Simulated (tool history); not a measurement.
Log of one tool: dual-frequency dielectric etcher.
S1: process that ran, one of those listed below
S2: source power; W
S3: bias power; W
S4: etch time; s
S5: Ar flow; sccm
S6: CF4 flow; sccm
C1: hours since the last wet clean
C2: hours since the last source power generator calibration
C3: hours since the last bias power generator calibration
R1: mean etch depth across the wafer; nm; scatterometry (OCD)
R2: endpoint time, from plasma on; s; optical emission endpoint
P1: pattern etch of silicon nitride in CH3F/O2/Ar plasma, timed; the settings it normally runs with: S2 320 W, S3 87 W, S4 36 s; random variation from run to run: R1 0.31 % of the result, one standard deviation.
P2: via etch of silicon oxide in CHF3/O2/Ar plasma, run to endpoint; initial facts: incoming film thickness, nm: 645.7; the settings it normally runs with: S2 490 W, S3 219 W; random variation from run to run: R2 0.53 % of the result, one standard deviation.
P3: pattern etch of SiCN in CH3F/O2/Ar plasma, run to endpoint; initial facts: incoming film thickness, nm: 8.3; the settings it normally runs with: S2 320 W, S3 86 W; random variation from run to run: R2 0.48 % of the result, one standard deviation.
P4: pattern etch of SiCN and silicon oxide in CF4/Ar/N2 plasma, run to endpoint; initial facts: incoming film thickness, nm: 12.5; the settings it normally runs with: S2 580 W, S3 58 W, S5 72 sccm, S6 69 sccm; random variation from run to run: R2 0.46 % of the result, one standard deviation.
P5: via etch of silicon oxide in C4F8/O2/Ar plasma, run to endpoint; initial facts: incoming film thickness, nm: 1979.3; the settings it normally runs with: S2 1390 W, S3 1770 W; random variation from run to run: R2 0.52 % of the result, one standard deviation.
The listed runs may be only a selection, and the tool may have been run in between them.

| run | hour | S1 | S2 | S3 | S4 | S5 | S6 | C1 | C2 | C3 | R1 | R2 |
|---|---|---|---|---|---|---|---|---|---|---|---|---|
| 1 | 13.2 | P1 | 320 | 87 | 36 |  |  | 307.4 | 2587.1 | 2116 | 24.576 |  |
| 2 | 26.6 | P2 | 490 | 219 |  |  |  | 320.8 | 2600.5 | 2129.4 |  | 326.92 |
| 3 | 41.7 | P2 | 490 | 299 |  |  |  | 335.9 | 2615.6 | 2144.5 |  | 294.74 |
| 4 | 56.5 | P5 | 1390 | 1770 |  |  |  | 350.7 | 2630.4 | 2159.3 |  | 467.21 |
| 5 | 67.4 | P1 | 210 | 120 | 36 |  |  | 361.6 | 2641.3 | 2170.2 | 23.918 |  |
| 6 | 82.8 | P1 | 320 | 87 | 36 |  |  | 377 | 2656.7 | 2185.6 | 24.736 |  |
| 7 | 94.4 | P5 | 1390 | 1770 |  |  |  | 388.6 | 2668.3 | 2197.2 |  | 468.81 |
| 8 | 110.5 | P3 | 320 | 115 |  |  |  | 404.7 | 2684.4 | 2213.3 |  | 19.407 |
| 9 | 127.6 | P1 | 320 | 116 | 36 |  |  | 421.8 | 2701.5 | 2230.4 | 27.388 |  |
| 10 | 141.7 | P5 | 1840 | 1770 |  |  |  | 435.9 | 2715.6 | 2244.5 |  | 421.59 |
| 11 | 157 | P1 | 320 | 87 | 36 |  |  | 451.2 | 2730.9 | 2259.8 | 24.829 |  |
| 12 | 169.1 | P1 | 320 | 87 | 27.5 |  |  | 463.3 | 2743 | 2271.9 | 18.883 |  |
| 13 | 177.8 | P4 | 580 | 38 |  | 72 | 69 | 472 | 2751.7 | 2280.6 |  | 13.393 |
| 14 | 195 | P1 | 320 | 87 | 36 |  |  | 489.2 | 2768.9 | 2297.8 | 24.528 |  |
| 15 | 206 | P1 | 320 | 87 | 36 |  |  | 500.2 | 2779.9 | 2308.8 | 24.63 |  |
| 16 | 214.7 | P5 | 1390 | 1045 |  |  |  | 508.9 | 2788.6 | 2317.5 |  | 535 |
| 17 | 225.9 | P1 | 320 | 87 | 36 |  |  | 520.1 | 2799.8 | 2328.7 | 24.649 |  |
| 18 | 238.6 | P1 | 320 | 117 | 49.5 |  |  | 532.8 | 2812.5 | 2341.4 | 37.741 |  |
| 19 | 248.3 | P4 | 580 | 58 |  | 102 | 69 | 542.5 | 2822.2 | 2351.1 |  | 12.527 |
| 20 | 257.5 | P4 | 350 | 58 |  | 72 | 69 | 551.7 | 2831.4 | 2360.3 |  | 18.693 |
|  | 263.4 | wet clean of the chamber |
| 21 | 266.7 | P1 | 430 | 87 | 47 |  |  | 3.4 | 2840.6 | 2369.5 | 35.748 |  |
| 22 | 280.3 | P4 | 580 | 58 |  | 72 | 57 | 17 | 2854.2 | 2383.1 |  | 12.223 |
| 23 | 292.2 | P1 | 450 | 87 | 36 |  |  | 28.9 | 2866.1 | 2395 | 27.912 |  |
| 24 | 307.1 | P1 | 230 | 87 | 36 |  |  | 43.8 | 2881 | 2409.9 | 21.882 |  |
| 25 | 322 | P2 | 670 | 219 |  |  |  | 58.7 | 2895.9 | 2424.8 |  | 296.8 |
| 26 | 331.8 | P4 | 580 | 58 |  | 72 | 69 | 68.5 | 2905.7 | 2434.6 |  | 11.721 |
| 27 | 347.4 | P1 | 320 | 65 | 36 |  |  | 84.1 | 2921.3 | 2450.2 | 22.231 |  |
| 28 | 364 | P1 | 320 | 87 | 50.5 |  |  | 100.7 | 2937.9 | 2466.8 | 34.509 |  |
| 29 | 380.4 | P3 | 320 | 86 |  |  |  | 117.1 | 2954.3 | 2483.2 |  | 21.731 |
| 30 | 394 | P3 | 190 | 86 |  |  |  | 130.7 | 2967.9 | 2496.8 |  | 26.357 |
| 31 | 404.7 | P1 | 320 | 87 | 36 |  |  | 141.4 | 2978.6 | 2507.5 | 24.613 |  |
| 32 | 413 | P1 | 320 | 87 | 36 |  |  | 149.7 | 2986.9 | 2515.8 | 24.67 |  |
| 33 | 425.1 | P1 | 320 | 87 | 36 |  |  | 161.8 | 2999 | 2527.9 | 24.821 |  |
| 34 | 438.4 | P1 | 320 | 87 | 36 |  |  | 175.1 | 3012.3 | 2541.2 | 24.825 |  |
|  | 450.4 | wet clean of the chamber |
| 35 | 453.5 | P1 | 320 | 87 | 36 |  |  | 3.1 | 3027.4 | 2556.3 | 25.073 |  |
| 36 | 461.8 | P1 | 320 | 87 | 36 |  |  | 11.4 | 3035.7 | 2564.6 | 24.798 |  |
| 37 | 471.9 | P1 | 320 | 87 | 36 |  |  | 21.5 | 3045.8 | 2574.7 | 24.962 |  |
| 38 | 482.4 | P1 | 320 | 87 | 36 |  |  | 32 | 3056.3 | 2585.2 | 25.071 |  |
| 39 | 490 | P1 | 320 | 87 | 36 |  |  | 39.6 | 3063.9 | 2592.8 | 25.047 |  |
| 40 | 506 | P1 | 320 | 87 | 36 |  |  | 55.6 | 3079.9 | 2608.8 | 24.994 |  |

What P1 gives has crept off from where it sat before. The 2 causes that follow fit the log equally well, each at the size noted:
A: bias power that arrives over what is set, % = 4.39
B: source power that arrives over what is set, % = 4.28
The drift started at roughly hour 404.7.
The rest of the possible causes, and what rules out each one:
chamber walls in a state that raises the etch rate, %: serviced at hour 450.4, which brought nothing back

The 4 check runs listed below each average the results of 2 wafers, and their outcomes are marked with question marks. Under which run would the listed causes produce clearly different results?
| check 1 | 522 | P4 | 370 | 44 |  | 72 | 69 |  |  |  |  | ? |
| check 2 | 522 | P2 | 630 | 219 |  |  |  |  |  |  |  | ? |
| check 3 | 522 | P5 | 1390 | 1173 |  |  |  |  |  |  |  | ? |
| check 4 | 522 | P3 | 200 | 110 |  |  |  |  |  |  |  | ? |

Outcome of each check run for each possible cause:
| check | result | if A | if B |
|---|---|---|---|
| check 1 | R2 | 18.977 | 18.506 |
| check 2 | R2 | 296.72 | 296.47 |
| check 3 | R2 | 517.75 | 514.68 |
| check 4 | R2 | 23.179 | 23.225 |
Per check, the gap between the least separated pair of causes, taken in the result that splits them most: check 1 2.52 %; check 2 0.09 %; check 3 0.59 %; check 4 0.2 %
The other checks would show nearly matching results whichever cause is true, so check 1 is the only one that separates the causes.

After running check 1, the following was obtained: R2 18.899 s. Which cause does this point to?

It was cause A: bias power that arrives over what is set, %.
